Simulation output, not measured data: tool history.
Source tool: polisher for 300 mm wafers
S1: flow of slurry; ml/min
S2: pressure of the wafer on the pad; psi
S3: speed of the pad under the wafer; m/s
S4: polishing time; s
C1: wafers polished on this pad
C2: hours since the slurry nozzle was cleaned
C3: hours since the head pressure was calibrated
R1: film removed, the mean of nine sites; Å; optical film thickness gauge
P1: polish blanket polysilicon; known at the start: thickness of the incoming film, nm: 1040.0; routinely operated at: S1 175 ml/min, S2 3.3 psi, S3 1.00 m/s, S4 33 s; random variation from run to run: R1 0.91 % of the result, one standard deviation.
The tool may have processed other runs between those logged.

run,hour,S1,S2,S3,S4,C1,C2,C3,R1
1,10.3,175,3.3,1.00,33,235,200.5,792.9,2919.4
2,21.1,175,1.5,1.00,33,368,211.3,803.7,1331.8
# hour 30.6: head pressure recalibrated
3,36.4,175,3.3,1.00,33,556,226.6,5.9,2937.6
4,51.4,175,3.3,0.44,33,741,241.6,20.9,1301.2
5,67.1,175,3.3,1.00,52,934,257.3,36.6,4575.9
6,76.4,265,3.3,1.00,33,1049,266.6,45.9,3074.6
7,91.7,175,3.3,1.00,33,1237,281.9,61.2,2938.5
8,108.0,175,3.3,1.00,33,1438,298.2,77.5,2900.5
9,120.8,175,5.0,1.00,33,1596,311.0,90.3,4451.0
10,138.1,175,3.3,1.00,33,1809,328.3,107.6,2960.3
11,151.8,175,2.4,1.00,48,1977,342.0,121.3,3129.8
12,161.7,105,3.3,1.00,33,2099,351.9,131.2,2664.5
13,172.8,175,3.3,1.38,33,2236,363.0,142.3,4044.8
14,189.2,175,3.3,1.00,15,2438,379.4,158.7,1355.5
15,200.6,175,3.3,1.00,33,2578,390.8,170.1,2893.7

What does the tool deliver on the next run?
16,212.7,175,3.3,1.00,33,2727,402.9,182.2,?

{"run 16": {"R1": 2946.5}}

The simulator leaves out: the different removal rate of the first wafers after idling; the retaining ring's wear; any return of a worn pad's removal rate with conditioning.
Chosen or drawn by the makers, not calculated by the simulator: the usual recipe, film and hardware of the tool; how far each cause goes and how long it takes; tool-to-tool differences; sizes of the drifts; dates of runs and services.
